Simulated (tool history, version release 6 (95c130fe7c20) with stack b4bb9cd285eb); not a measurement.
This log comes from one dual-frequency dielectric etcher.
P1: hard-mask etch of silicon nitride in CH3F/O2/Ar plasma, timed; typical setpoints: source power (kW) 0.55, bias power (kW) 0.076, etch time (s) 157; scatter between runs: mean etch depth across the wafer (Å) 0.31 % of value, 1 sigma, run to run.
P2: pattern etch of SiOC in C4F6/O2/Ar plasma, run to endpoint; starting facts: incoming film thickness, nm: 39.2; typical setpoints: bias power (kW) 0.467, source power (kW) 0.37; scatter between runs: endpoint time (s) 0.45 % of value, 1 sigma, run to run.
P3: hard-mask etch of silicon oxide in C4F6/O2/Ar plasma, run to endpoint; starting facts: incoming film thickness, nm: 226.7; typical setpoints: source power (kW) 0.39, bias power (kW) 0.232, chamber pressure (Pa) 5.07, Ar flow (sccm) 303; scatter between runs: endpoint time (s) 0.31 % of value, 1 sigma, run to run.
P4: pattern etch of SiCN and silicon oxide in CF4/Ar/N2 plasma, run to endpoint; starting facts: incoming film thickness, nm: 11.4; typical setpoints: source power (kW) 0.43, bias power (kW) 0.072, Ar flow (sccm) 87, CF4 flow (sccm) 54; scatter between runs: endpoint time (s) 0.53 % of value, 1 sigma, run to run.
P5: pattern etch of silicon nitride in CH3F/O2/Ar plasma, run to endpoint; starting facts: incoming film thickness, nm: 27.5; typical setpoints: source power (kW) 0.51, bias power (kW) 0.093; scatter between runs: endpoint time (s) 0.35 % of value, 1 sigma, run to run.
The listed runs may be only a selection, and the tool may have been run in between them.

run,hour,process that ran,source power (kW),bias power (kW),etch time (s),chamber pressure (Pa),Ar flow (sccm),CF4 flow (sccm),hours since the last wet clean,hours since the last source power generator calibration,hours since the last bias power generator calibration,mean etch depth across the wafer (Å),endpoint time (s)
1,4.7,P1,0.55,0.076,157,,,,63.5,1682.7,1637.4,1234.5,
2,12.3,P1,0.55,0.091,112.5,,,,71.1,1690.3,1645,940.55,
3,18.4,P3,0.39,0.286,,5.07,303,,77.2,1696.4,1651.1,,63.815
4,26.3,P4,0.43,0.046,,,87,54,85.1,1704.3,1659,,16.241
5,33.8,P1,0.55,0.076,157,,,,92.6,1711.8,1666.5,1224.5,
6,37.5,P1,0.55,0.076,217.5,,,,96.3,1715.5,1670.2,1693.9,
7,45.4,P3,0.39,0.232,,4.07,303,,104.2,1723.4,1678.1,,66.728
8,50.4,P4,0.43,0.072,,,68,54,109.2,1728.4,1683.1,,13.37
9,56.1,P5,0.51,0.093,,,,,114.9,1734.1,1688.8,,32.558
10,59.7,P1,0.55,0.076,86.5,,,,118.5,1737.7,1692.4,676.82,
11,64.2,P4,0.43,0.072,,,87,32,123,1742.2,1696.9,,15.215
12,68.3,P1,0.55,0.097,157,,,,127.1,1746.3,1701,1341.9,
13,75.8,P1,0.55,0.055,97.5,,,,134.6,1753.8,1708.5,687.53,
14,83.9,P5,0.51,0.117,,,,,142.7,1761.9,1716.6,,29.741
15,91.7,P2,0.22,0.467,,,,,150.5,1769.7,1724.4,,16.802
16,99.1,P4,0.57,0.072,,,87,54,157.9,1777.1,1731.8,,10.935
17,104.7,P1,0.78,0.076,157,,,,163.5,1782.7,1737.4,1409.7,
18,112.7,P1,0.39,0.076,157,,,,171.5,1790.7,1745.4,1078.3,
19,120.2,P1,0.55,0.056,157,,,,179,1798.2,1752.9,1113.2,
20,127,P4,0.43,0.072,,,87,54,185.8,1805,1759.7,,14.122
21,131.7,P3,0.39,0.232,,5.07,198,,190.5,1809.7,1764.4,,65.462

Run 22 is up next; what results do you expect?
22,137.7,P1,0.55,0.076,157,,,,196.5,1815.7,1770.4,?,

{"run 22": {"mean etch depth across the wafer (Å)": 1226}}

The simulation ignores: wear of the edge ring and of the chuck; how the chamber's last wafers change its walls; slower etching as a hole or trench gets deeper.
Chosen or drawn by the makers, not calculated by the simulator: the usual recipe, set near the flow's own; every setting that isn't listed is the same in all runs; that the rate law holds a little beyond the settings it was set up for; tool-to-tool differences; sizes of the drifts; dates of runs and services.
